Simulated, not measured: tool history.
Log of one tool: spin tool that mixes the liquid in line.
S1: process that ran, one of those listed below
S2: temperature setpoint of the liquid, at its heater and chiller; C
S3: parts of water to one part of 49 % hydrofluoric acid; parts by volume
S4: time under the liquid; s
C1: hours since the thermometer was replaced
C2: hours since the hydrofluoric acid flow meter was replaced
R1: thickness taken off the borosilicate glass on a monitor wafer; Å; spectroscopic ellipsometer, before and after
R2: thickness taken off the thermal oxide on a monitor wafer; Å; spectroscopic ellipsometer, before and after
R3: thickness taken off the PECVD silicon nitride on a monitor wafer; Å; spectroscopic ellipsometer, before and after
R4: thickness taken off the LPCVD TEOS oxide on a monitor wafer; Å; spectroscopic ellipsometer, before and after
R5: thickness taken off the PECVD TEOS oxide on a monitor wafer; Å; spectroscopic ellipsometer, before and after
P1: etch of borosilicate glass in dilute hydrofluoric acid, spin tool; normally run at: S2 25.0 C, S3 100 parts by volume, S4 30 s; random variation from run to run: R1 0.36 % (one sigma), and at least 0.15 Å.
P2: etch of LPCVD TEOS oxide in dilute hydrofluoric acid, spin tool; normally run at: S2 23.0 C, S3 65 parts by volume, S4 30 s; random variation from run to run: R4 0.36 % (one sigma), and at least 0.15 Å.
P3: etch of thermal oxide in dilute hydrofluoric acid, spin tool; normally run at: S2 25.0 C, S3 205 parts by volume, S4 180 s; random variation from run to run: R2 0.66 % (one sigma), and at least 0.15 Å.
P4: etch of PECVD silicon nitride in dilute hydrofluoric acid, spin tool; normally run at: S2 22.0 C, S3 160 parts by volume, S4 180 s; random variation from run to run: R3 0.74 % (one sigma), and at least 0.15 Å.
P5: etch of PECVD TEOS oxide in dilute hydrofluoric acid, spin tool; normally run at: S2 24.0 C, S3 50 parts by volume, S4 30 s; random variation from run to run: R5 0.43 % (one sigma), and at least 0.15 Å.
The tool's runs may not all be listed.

run   hour  S1    S2   S3   S4      C1      C2       R1       R2      R3      R4      R5
  1   12.7  P1  25.0  100   30   855.7   528.2  104.790
  2   27.1  P3  25.0   60  180   870.1   542.6           153.210
  3   40.5  P1  25.0  145   30   883.5   556.0   68.149
  4   54.0  P4  22.0  160   55   897.0   569.5                     8.897
  5   64.1  P1  25.0   20   30   907.1   579.6  583.610
  6   74.1  P1  25.0  100   50   917.1   589.6  174.880
  7   82.0  P1  33.0  100   30   925.0   597.5  142.790
  8   98.0  P1  18.5  100   30   941.0   613.5   80.979
  9  107.2  P1  25.0  100   30   950.2   622.7  104.890
 10  120.2  P2  23.0  110   30   963.2   635.7                            113.19
 11  127.7  P4  22.0  290  180   970.7   643.2                    16.543
 12  140.2  P3  32.5  205  180   983.2   655.7            48.505
 13  155.3  P1  25.0   40   15   998.3   670.8  142.550
 14  171.9  P2  23.0   65   65  1014.9   687.4                            437.48
 15  187.8  P2  17.0   65   30  1030.8   703.3                            156.29
 16  204.7  P1  25.0  100   30  1047.7   720.2  105.050
 17  219.9  P1  25.0  100   30  1062.9   735.4  104.470
     220.8  -- thermometer replaced
 18  230.6  P3  25.0  205  360     9.8   746.1            74.639
 19  241.0  P1  25.0  100   15    20.2   756.5   52.809
 20  248.6  P4  22.0  160  180    27.8   764.1                    29.292
 21  258.5  P5  24.0   85   30    37.7   774.0                                     64.84
 22  267.2  P1  25.0  100   30    46.4   782.7  105.580
 23  281.3  P2  23.0   65   30    60.5   796.8                            201.04
 24  297.3  P3  25.0  205  180    76.5   812.8            37.793
 25  305.8  P1  25.0  100   30    85.0   821.3  104.420
 26  322.9  P5  24.0   50   60   102.1   838.4                                    230.57
 27  330.9  P5  30.5   50   30   110.1   846.4                                    150.56
 28  347.9  P4  29.5  160  180   127.1   863.4                    47.894
 29  362.1  P5  24.0   50   30   141.3   877.6                                    116.03
 30  376.6  P1  31.5  165   30   155.8   892.1   74.808
 31  385.4  P1  25.0  100   30   164.6   900.9  104.260
 32  398.2  P1  25.0  100   30   177.4   913.7  106.950
 33  407.3  P1  25.0  100   30   186.5   922.8  109.120
 34  424.1  P1  25.0  100   30   203.3   939.6  111.230
 35  435.9  P1  25.0  100   30   215.1   951.4  112.060
 36  448.7  P1  25.0  100   30   227.9   964.2  113.370
 37  462.4  P1  25.0  100   30   241.6   977.9  113.260
 38  476.0  P1  25.0  100   30   255.2   991.5  113.510
 39  486.4  P1  25.0  100   30   265.6  1001.9  113.640
 40  499.7  P1  25.0  100   30   278.9  1015.2  114.580
 41  515.2  P1  25.0  100   30   294.4  1030.7  113.800

What P1 gives has crept away from where it was. These 2 causes fit the log equally well, each at the size given:
A: hydrofluoric acid flow above the setpoint (%) = 7.96
B: liquid hotter than its thermometer reads (K) = 2.21
The creep began at about hour 385.4.

4 check runs are offered, each on 5 wafers whose results are averaged, their results left as question marks. Which one tells the causes apart?
check 1  530.7  P4  22.0  280   95                   ?
check 2  530.7  P2  23.0   95   30                       ?
check 3  530.7  P3  25.0   80  355               ?
check 4  530.7  P5  24.0   85   30                           ?

What each check would give under each cause:
  check  result     if A     if B
check 1      R3   9.6389  10.2560
check 2      R4   144.50   144.90
check 3      R2  239.960  240.670
check 4      R5   70.504   70.724
How far apart the two closest causes lie, in the result that separates them most: check 1 6.2 %; check 2 0.27 %; check 3 0.3 %; check 4 0.31 %
Check 1 tells the causes apart: in the others they would give nearly the same result.

Then check 1 was run and gave: R3 10.1730 Å. Which cause is it?

It is B: liquid hotter than its thermometer reads (K).
